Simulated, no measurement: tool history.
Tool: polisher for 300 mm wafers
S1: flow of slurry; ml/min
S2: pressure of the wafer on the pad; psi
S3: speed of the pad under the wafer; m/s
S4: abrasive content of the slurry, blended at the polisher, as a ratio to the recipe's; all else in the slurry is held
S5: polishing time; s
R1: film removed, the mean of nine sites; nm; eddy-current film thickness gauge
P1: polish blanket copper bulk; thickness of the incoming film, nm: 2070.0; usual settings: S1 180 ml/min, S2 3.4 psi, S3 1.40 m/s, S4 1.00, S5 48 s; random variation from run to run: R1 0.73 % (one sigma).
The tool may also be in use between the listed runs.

run   hour   S1   S2    S3    S4  S5       R1
  1   14.8  180  3.4  1.40  1.00  48   645.89
  2   22.5  180  3.4  1.40  1.00  73   988.69
  3   37.0  180  3.4  1.40  0.65  48   591.89
  4   50.2  180  4.7  1.40  1.00  71  1310.80
  5   63.3  180  3.4  1.40  1.00  48   643.29
  6   70.3  180  3.4  1.40  1.00  35   468.47
  7   85.5  180  2.1  1.40  1.00  48   397.26
  8   94.2  180  4.4  1.40  1.00  48   832.74
  9  105.7  180  3.4  1.84  1.00  61  1079.00
 10  112.9  180  3.4  1.40  1.00  48   641.77
 11  126.4  180  3.4  1.40  1.50  48   696.22
     133.4  -- head pressure recalibrated
 12  141.8  110  3.4  1.40  1.00  48   589.52
 13  148.6  255  3.4  1.40  1.00  48   676.06
 14  157.4  180  3.4  1.40  1.00  48   643.46
 15  170.4  180  4.7  1.40  0.75  48   842.31
 16  185.6  180  3.4  0.64  1.00  48   297.11
 17  197.1  180  3.4  1.96  1.00  48   904.71
 18  207.1  180  3.4  1.40  1.00  48   644.50
 19  219.0  180  3.4  1.40  1.00  48   644.82
 20  231.7  180  3.4  1.40  1.00  48   626.68
 21  238.4  180  3.4  1.40  1.00  48   611.71
 22  245.8  180  3.4  1.40  1.00  48   615.08
     259.3  -- slurry blender recalibrated
 23  260.8  180  3.4  1.40  1.00  48   595.72
     263.7  -- head pressure recalibrated
 24  271.3  180  3.4  1.40  1.00  48   599.02
 25  283.0  180  3.4  1.40  1.00  48   601.83

What P1 gives has crept away from where it was. These 2 causes fit the log equally well, each at the size given:
A: slurry flow missing at the pad, % = 36
B: removal rate lost through wear of the pad, % = 7.74
The creep began at about hour 219.0.
Why every other cause is out:
head's pressure below its setpoint, %: serviced at hour 263.7, which brought nothing back
abrasive missing from the slurry, %: serviced at hour 259.3, which brought nothing back

4 check runs are offered, each on 2 wafers whose results are averaged, their results left as question marks. Which one tells the causes apart?
check 1  294.7  180  3.4  1.92  1.00  48   ?
check 2  294.7  180  3.4  1.40  1.45  48   ?
check 3  294.7  180  3.4  0.96  1.20  48   ?
check 4  294.7  110  3.4  0.70  1.00  48   ?

What each check would give under each cause:
  check  result    if A    if B
check 1      R1  817.03  817.08
check 2      R1  646.25  646.29
check 3      R1  424.97  425.00
check 4      R1  260.13  271.99
How far apart the two closest causes lie, in the result that separates them most: check 1 0.01 %; check 2 0.01 %; check 3 0.01 %; check 4 4.46 %
Check 4 tells the causes apart: in the others they would give nearly the same result.

Then check 4 was run and gave: R1 259.82 nm. Which cause is it?

It is A: slurry flow missing at the pad, %.

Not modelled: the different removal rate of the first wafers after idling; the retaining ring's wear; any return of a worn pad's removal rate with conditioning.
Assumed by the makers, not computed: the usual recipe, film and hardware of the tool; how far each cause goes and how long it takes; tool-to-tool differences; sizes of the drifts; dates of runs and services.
